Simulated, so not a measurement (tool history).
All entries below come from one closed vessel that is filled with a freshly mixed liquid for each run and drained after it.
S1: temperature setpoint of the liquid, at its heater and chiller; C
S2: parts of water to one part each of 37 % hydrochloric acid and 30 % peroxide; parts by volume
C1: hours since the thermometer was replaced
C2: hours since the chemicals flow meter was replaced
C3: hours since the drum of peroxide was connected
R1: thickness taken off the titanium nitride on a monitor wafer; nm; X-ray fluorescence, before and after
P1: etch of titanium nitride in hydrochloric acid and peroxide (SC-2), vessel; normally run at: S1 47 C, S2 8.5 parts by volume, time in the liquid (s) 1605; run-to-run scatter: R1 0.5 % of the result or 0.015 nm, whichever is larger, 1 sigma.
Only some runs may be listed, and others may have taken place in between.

Run 1, hour 3.5: S1 47 C, S2 8.5 parts by volume, time in the liquid (s) 1605; C1 726.7; C2 213.8; C3 486.7. Result: R1 27.0660 nm.
Run 2, hour 8.9: S1 59 C, S2 8.5 parts by volume, time in the liquid (s) 1605; C1 732.1; C2 219.2; C3 492.1. Result: R1 59.9550 nm.
Run 3, hour 13.3: S1 47 C, S2 8.5 parts by volume, time in the liquid (s) 1605; C1 736.5; C2 223.6; C3 496.5. Result: R1 27.1020 nm.
Run 4, hour 18.3: S1 47 C, S2 8.5 parts by volume, time in the liquid (s) 1605; C1 741.5; C2 228.6; C3 501.5. Result: R1 27.2130 nm.
Run 5, hour 21.9: S1 47 C, S2 4.0 parts by volume, time in the liquid (s) 1605; C1 745.1; C2 232.2; C3 505.1. Result: R1 47.5910 nm.
Run 6, hour 27.0: S1 47 C, S2 8.5 parts by volume, time in the liquid (s) 530; C1 750.2; C2 237.3; C3 510.2. Result: R1 8.9559 nm.
Run 7, hour 30.8: S1 47 C, S2 8.5 parts by volume, time in the liquid (s) 2815; C1 754.0; C2 241.1; C3 514.0. Result: R1 47.0290 nm.
Run 8, hour 35.3: S1 47 C, S2 13.0 parts by volume, time in the liquid (s) 3125; C1 758.5; C2 245.6; C3 518.5. Result: R1 36.8660 nm.
Run 9, hour 42.2: S1 47 C, S2 5.5 parts by volume, time in the liquid (s) 850; C1 765.4; C2 252.5; C3 525.4. Result: R1 20.1400 nm.
Run 10, hour 49.7: S1 47 C, S2 15.0 parts by volume, time in the liquid (s) 1605; C1 772.9; C2 260.0; C3 532.9. Result: R1 16.6670 nm.
Run 11, hour 54.8: S1 38 C, S2 4.0 parts by volume, time in the liquid (s) 1605; C1 778.0; C2 265.1; C3 538.0. Result: R1 25.3230 nm.
Run 12, hour 62.3: S1 47 C, S2 8.5 parts by volume, time in the liquid (s) 1605; C1 785.5; C2 272.6; C3 545.5. Result: R1 27.1450 nm.
Run 13, hour 66.6: S1 35 C, S2 8.5 parts by volume, time in the liquid (s) 1605; C1 789.8; C2 276.9; C3 549.8. Result: R1 11.6140 nm.
Run 14, hour 70.1: S1 47 C, S2 8.5 parts by volume, time in the liquid (s) 1605; C1 793.3; C2 280.4; C3 553.3. Result: R1 27.0950 nm.
Run 15, hour 75.6: S1 47 C, S2 8.5 parts by volume, time in the liquid (s) 1605; C1 798.8; C2 285.9; C3 558.8. Result: R1 27.7980 nm.
Run 16, hour 83.2: S1 47 C, S2 8.5 parts by volume, time in the liquid (s) 1605; C1 806.4; C2 293.5; C3 566.4. Result: R1 28.7470 nm.
Run 17, hour 88.1: S1 47 C, S2 8.5 parts by volume, time in the liquid (s) 1605; C1 811.3; C2 298.4; C3 571.3. Result: R1 29.0180 nm.
Run 18, hour 94.7: S1 47 C, S2 8.5 parts by volume, time in the liquid (s) 1605; C1 817.9; C2 305.0; C3 577.9. Result: R1 29.1860 nm.
Run 19, hour 98.7: S1 47 C, S2 8.5 parts by volume, time in the liquid (s) 1605; C1 821.9; C2 309.0; C3 581.9. Result: R1 29.1270 nm.
Run 20, hour 102.7: S1 47 C, S2 8.5 parts by volume, time in the liquid (s) 1605; C1 825.9; C2 313.0; C3 585.9. Result: R1 29.4270 nm.
Run 21, hour 107.8: S1 47 C, S2 8.5 parts by volume, time in the liquid (s) 1605; C1 831.0; C2 318.1; C3 591.0. Result: R1 29.5420 nm.

Run 22, settings as shown, results not yet in. Your forecast:
Run 22, hour 113.9: S1 47 C, S2 8.5 parts by volume, time in the liquid (s) 1605; C1 837.1; C2 324.2; C3 597.1. Result: R1 ?.

Run 22 gave R1 29.6470 nm.
